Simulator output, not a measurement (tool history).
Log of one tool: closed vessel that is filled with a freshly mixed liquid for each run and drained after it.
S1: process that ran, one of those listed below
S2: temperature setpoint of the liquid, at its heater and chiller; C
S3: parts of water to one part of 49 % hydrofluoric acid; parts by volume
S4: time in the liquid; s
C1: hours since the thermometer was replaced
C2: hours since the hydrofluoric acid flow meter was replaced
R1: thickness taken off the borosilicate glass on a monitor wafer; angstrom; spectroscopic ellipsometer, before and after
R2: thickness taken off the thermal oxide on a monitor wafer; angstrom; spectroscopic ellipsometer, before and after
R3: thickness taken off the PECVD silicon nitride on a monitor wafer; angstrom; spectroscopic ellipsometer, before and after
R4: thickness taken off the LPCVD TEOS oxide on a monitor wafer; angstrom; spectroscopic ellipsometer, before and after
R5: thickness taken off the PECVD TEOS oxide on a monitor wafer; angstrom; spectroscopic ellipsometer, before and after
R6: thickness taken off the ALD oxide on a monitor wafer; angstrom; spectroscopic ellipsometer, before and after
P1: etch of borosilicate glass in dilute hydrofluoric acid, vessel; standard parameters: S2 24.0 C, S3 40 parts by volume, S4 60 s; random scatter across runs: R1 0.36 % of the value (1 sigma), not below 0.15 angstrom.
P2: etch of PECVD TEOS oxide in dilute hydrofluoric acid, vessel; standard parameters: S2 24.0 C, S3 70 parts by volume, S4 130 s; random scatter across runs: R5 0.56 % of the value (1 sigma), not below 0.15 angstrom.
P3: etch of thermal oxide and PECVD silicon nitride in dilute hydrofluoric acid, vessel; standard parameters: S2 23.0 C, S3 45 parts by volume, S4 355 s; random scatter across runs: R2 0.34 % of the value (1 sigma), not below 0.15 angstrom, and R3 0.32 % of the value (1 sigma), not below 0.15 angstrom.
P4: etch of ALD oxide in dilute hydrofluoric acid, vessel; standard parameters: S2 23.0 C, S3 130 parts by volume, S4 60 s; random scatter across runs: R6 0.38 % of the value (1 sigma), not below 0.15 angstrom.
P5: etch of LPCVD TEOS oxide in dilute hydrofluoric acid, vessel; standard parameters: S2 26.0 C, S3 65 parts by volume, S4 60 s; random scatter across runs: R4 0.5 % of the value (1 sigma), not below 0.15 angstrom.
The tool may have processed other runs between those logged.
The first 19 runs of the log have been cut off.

run	hour	S1	S2	S3	S4	C1	C2	R1	R2	R3	R4	R5	R6
20	166.7	P1	24.0	20	60	676.2	770.4	806.23					
21	175.7	P1	24.0	40	60	685.2	779.4	392.06					
22	187.0	P4	23.0	130	100	696.5	790.7						147.290
23	197.5	P5	26.0	65	105	707.0	801.2				405.77		
24	204.2	P3	17.0	45	355	713.7	807.9		291.89	274.83			
25	216.9	P2	24.0	110	130	726.4	820.6					245.80	
26	227.7	P1	29.5	40	30	737.2	831.4	245.08					
27	236.4	P1	30.0	40	60	745.9	840.1	499.03					
28	248.1	P5	26.0	65	60	757.6	851.8				232.38		
29	258.3	P2	24.0	70	130	767.8	862.0					405.44	
30	266.0	P1	24.0	65	95	775.5	869.7	370.18					
31	273.2	P4	23.0	130	60	782.7	876.9						88.402
32	285.4	P4	23.0	50	60	794.9	889.1						249.940
33	292.9	P1	24.0	40	60	802.4	896.6	392.19					
34	302.4	P1	24.0	40	60	811.9	906.1	407.16					
35	311.0	P1	24.0	40	60	820.5	914.7	413.70					
36	319.1	P1	24.0	40	60	828.6	922.8	413.91					
37	331.2	P1	24.0	40	60	840.7	934.9	419.75					

What does the tool deliver on the next run?
38	343.4	P1	24.0	40	60	852.9	947.1	?					

R1: 423.92 angstrom
